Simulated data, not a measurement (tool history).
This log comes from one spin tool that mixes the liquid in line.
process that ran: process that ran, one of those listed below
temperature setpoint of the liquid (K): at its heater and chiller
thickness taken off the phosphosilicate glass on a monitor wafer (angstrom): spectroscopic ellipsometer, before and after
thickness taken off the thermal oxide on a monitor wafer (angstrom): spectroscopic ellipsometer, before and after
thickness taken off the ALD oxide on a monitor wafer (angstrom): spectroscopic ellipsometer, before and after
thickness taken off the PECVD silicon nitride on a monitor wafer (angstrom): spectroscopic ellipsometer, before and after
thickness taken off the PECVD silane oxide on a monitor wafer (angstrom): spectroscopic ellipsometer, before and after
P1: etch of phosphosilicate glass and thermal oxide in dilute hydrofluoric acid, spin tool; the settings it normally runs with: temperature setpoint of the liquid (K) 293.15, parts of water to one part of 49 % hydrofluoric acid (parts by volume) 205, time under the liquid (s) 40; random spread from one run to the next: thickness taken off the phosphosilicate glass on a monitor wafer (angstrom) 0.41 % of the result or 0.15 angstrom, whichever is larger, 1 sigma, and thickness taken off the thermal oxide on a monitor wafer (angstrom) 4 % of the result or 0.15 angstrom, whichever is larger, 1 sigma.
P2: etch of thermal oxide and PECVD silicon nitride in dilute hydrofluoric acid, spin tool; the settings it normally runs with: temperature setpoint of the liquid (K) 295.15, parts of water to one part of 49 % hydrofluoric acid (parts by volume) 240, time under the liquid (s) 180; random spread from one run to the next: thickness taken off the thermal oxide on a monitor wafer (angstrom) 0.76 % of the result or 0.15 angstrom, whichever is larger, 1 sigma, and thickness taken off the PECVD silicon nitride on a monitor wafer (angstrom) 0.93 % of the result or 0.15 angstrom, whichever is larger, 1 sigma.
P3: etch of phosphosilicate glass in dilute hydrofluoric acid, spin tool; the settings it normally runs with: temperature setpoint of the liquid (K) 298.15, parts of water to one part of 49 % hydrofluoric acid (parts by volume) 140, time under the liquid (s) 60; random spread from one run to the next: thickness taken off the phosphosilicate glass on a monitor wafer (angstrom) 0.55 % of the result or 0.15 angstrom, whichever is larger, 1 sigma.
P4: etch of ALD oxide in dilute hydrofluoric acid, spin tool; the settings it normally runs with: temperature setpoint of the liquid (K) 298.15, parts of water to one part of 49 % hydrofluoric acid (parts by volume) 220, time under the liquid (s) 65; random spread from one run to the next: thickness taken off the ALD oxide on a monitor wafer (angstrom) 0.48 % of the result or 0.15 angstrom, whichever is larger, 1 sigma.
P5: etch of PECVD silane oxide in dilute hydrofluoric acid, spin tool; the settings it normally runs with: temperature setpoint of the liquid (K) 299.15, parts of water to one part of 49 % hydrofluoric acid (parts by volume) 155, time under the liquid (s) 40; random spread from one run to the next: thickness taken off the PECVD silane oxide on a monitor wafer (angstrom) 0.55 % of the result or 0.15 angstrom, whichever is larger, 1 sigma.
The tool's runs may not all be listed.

run,hour,process that ran,temperature setpoint of the liquid (K),parts of water to one part of 49 % hydrofluoric acid (parts by volume),time under the liquid (s),thickness taken off the phosphosilicate glass on a monitor wafer (angstrom),thickness taken off the thermal oxide on a monitor wafer (angstrom),thickness taken off the ALD oxide on a monitor wafer (angstrom),thickness taken off the PECVD silicon nitride on a monitor wafer (angstrom),thickness taken off the PECVD silane oxide on a monitor wafer (angstrom)
1,8.2,P1,293.15,205,40,97.218,6.6078,,,
2,21.3,P3,298.15,200,60,377.7,,,,
3,32.4,P4,298.15,335,65,,,30.629,,
4,45,P1,290.15,295,40,55.176,3.8856,,,
5,59.7,P1,293.15,205,40,96.459,6.8675,,,
6,73.8,P2,300.15,240,180,,35.033,,31.513,
7,84,P2,295.15,70,180,,121.69,,76.752,
8,92.3,P4,298.15,220,115,,,92.673,,
9,103.4,P4,305.65,220,65,,,68.044,,
10,118.3,P1,293.15,205,40,95.928,6.8817,,,
11,127.3,P1,290.15,205,40,85.503,5.871,,,
12,136.8,P3,298.15,140,30,289.34,,,,
13,150.7,P1,300.65,205,40,126.63,9.7226,,,
14,160.1,P1,293.15,205,60,144.85,10.905,,,
15,169,P1,293.15,205,40,97.068,6.8757,,,
16,179.3,P1,293.15,60,40,385.97,25.856,,,
17,186.3,P3,298.15,140,60,575.71,,,,
18,194.9,P1,293.15,320,40,55.275,4.0596,,,
19,204.4,P4,298.15,220,65,,,52.526,,
20,212.2,P2,295.15,240,305,,50.048,,38.014,
21,220.2,P5,299.15,155,40,,,,,42.926
22,233.5,P5,306.65,155,40,,,,,55.795
23,244.3,P4,298.15,220,65,,,52.569,,
24,256.5,P3,294.15,140,60,492.83,,,,
25,263.4,P5,299.15,280,40,,,,,20.632
26,278.2,P1,293.15,205,40,96.842,6.8563,,,
27,286.4,P5,299.15,155,15,,,,,16.232
# hour 289.3: thermometer replaced
28,296.2,P2,295.15,240,180,,29.957,,23.015,
29,310.8,P3,298.15,140,60,578.47,,,,
30,325.3,P1,293.15,205,40,96.387,6.954,,,
31,334.6,P1,293.15,205,15,35.952,2.3522,,,
32,346.9,P2,295.15,240,180,,29.578,,23.051,
33,361.6,P1,293.15,205,40,96.244,6.7596,,,
34,372,P1,293.15,205,40,93.655,6.4375,,,
35,378.8,P1,293.15,205,40,93.995,6.6729,,,
36,387.2,P1,293.15,205,40,91.996,6.4773,,,
37,397.1,P1,293.15,205,40,90.679,6.135,,,
38,411.5,P1,293.15,205,40,89.909,6.4932,,,
39,419.3,P1,293.15,205,40,89.452,6.8936,,,
40,428.8,P1,293.15,205,40,88.853,6.1922,,,
41,442.2,P1,293.15,205,40,89.705,6.6548,,,
42,453,P1,293.15,205,40,89.245,6.1493,,,

The next listed run, before its measurement:
43,466.8,P1,293.15,205,40,?,?,,,

{"run 43": {"thickness taken off the phosphosilicate glass on a monitor wafer (angstrom)": 88.338, "thickness taken off the thermal oxide on a monitor wafer (angstrom)": 6.2291}}
